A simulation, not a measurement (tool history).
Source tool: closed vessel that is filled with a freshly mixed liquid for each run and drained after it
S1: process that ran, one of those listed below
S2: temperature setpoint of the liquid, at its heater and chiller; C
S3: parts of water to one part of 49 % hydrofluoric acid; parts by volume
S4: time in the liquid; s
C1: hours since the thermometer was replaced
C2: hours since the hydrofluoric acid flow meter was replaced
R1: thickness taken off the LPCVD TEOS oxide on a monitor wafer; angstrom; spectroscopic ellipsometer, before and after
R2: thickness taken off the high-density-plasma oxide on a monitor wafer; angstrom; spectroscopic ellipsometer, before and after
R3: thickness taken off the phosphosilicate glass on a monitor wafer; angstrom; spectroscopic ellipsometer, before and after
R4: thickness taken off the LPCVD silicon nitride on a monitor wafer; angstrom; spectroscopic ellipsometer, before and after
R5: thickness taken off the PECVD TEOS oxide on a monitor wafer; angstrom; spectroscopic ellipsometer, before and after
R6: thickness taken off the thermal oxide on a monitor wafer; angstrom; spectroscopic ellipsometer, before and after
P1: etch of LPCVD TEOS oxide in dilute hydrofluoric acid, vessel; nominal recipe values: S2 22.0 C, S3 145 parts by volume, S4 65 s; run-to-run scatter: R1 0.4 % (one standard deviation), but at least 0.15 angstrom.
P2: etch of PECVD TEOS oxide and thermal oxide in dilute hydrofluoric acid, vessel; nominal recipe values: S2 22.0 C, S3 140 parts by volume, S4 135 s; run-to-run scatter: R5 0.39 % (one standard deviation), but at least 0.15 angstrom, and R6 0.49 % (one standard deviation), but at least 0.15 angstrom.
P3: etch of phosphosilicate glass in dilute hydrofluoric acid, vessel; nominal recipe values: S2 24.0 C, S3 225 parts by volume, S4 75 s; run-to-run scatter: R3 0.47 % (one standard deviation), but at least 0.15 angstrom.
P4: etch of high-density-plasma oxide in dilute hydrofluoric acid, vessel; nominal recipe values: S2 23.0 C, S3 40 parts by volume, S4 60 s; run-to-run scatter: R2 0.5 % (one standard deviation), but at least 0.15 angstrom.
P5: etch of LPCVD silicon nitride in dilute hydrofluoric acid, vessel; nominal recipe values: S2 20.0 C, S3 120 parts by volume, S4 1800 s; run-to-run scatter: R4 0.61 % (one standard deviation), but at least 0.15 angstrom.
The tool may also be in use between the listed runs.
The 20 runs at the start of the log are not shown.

run   hour  S1    S2   S3    S4      C1     C2      R1       R2      R3      R4       R5      R6
 21  106.4  P1  22.0  145    65  1658.0  380.6  67.021
 22  109.7  P2  17.0  140   135  1661.3  383.9                                    84.310  33.110
 23  113.3  P1  22.0  145    65  1664.9  387.5  67.534
 24  117.0  P4  23.0   65    60  1668.6  391.2           63.846
 25  122.0  P4  23.0   40   115  1673.6  396.2          204.110
 26  127.9  P1  22.0  145    65  1679.5  402.1  67.398
 27  134.4  P2  22.0  205   135  1686.0  408.6                                    66.164  25.901
 28  141.1  P5  17.0  120  1800  1692.7  415.3                           46.148
 29  145.5  P1  22.0  145    65  1697.1  419.7  66.819
 30  150.9  P2  22.0  140   135  1702.5  425.1                                   103.420  40.509
 31  156.1  P5  20.0  170  1800  1707.7  430.3                           40.210
 32  163.2  P1  22.0  145    65  1714.8  437.4  66.942
 33  170.3  P1  22.0  145    30  1721.9  444.5  30.949
 34  176.1  P3  24.0   70    75  1727.7  450.3                   639.58
 35  180.0  P1  22.0  145    65  1731.6  454.2  66.759

Forecast run 36:
 36  184.0  P1  22.0  145  65  1735.6  458.2   ?

Run 36 measured R1 64.880 angstrom.
